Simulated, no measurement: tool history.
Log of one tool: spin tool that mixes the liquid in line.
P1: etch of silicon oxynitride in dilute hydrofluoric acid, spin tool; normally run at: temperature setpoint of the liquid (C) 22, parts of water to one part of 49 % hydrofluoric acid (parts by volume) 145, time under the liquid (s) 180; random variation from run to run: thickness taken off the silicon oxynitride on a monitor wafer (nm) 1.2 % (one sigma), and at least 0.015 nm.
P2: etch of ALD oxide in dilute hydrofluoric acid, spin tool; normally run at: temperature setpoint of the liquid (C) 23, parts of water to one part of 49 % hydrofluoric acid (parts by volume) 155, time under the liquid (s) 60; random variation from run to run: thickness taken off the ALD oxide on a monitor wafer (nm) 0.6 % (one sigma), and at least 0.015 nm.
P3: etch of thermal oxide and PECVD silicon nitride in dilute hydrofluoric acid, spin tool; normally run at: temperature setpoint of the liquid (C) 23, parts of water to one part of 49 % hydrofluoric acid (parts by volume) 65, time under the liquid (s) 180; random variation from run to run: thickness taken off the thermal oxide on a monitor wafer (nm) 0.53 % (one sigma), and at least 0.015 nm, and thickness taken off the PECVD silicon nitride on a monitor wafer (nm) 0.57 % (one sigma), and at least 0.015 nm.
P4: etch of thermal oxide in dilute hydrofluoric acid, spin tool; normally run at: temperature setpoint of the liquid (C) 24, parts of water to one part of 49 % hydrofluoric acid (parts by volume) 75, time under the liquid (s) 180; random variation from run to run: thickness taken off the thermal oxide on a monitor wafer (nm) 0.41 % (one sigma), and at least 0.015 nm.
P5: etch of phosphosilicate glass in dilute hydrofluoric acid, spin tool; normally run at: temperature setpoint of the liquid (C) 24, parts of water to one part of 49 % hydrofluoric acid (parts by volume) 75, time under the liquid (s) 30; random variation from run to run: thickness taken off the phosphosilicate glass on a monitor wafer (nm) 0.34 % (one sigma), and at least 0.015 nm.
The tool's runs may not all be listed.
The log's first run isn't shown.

run,day,process that ran,temperature setpoint of the liquid (C),parts of water to one part of 49 % hydrofluoric acid (parts by volume),time under the liquid (s),thickness taken off the silicon oxynitride on a monitor wafer (nm),thickness taken off the ALD oxide on a monitor wafer (nm),thickness taken off the thermal oxide on a monitor wafer (nm),thickness taken off the phosphosilicate glass on a monitor wafer (nm),thickness taken off the PECVD silicon nitride on a monitor wafer (nm)
2,0.267,P2,23,155,60,,3.8688,,,
3,0.408,P1,22,145,180,1.9293,,,,
4,0.525,P1,18.5,145,180,1.629,,,,
5,0.675,P1,22,255,180,1.0281,,,,
6,0.829,P1,30.5,145,180,2.8244,,,,
7,0.979,P1,22,200,60,0.43772,,,,
# day 0.988: hydrofluoric acid flow meter replaced
8,1.117,P2,17,155,60,,3.1142,,,
9,1.304,P4,24,75,180,,,10.674,,
10,1.458,P2,23,50,60,,13.677,,,
11,1.617,P4,24,20,180,,,42.774,,
12,1.783,P5,24,20,30,,,,327.47,
13,1.95,P4,24,75,35,,,2.0868,,
14,2.058,P1,22,145,40,0.47077,,,,
15,2.229,P1,22,145,180,1.9068,,,,
16,2.346,P3,23,65,180,,,12.753,,4.3495
17,2.5,P4,17.5,75,180,,,8.0958,,
18,2.692,P3,23,65,35,,,2.4659,,0.83646
19,2.829,P1,17,85,180,2.7198,,,,
20,3,P1,22,70,180,4.2592,,,,
21,3.192,P1,22,145,180,1.9119,,,,
22,3.288,P2,23,155,60,,3.9368,,,
23,3.375,P3,18.5,65,180,,,10.614,,3.2119
24,3.5,P5,17,75,30,,,,60.479,

The next listed run, before its measurement:
25,3.646,P2,23,155,110,,?,,,

Run 25 gave thickness taken off the ALD oxide on a monitor wafer (nm) 7.2787.

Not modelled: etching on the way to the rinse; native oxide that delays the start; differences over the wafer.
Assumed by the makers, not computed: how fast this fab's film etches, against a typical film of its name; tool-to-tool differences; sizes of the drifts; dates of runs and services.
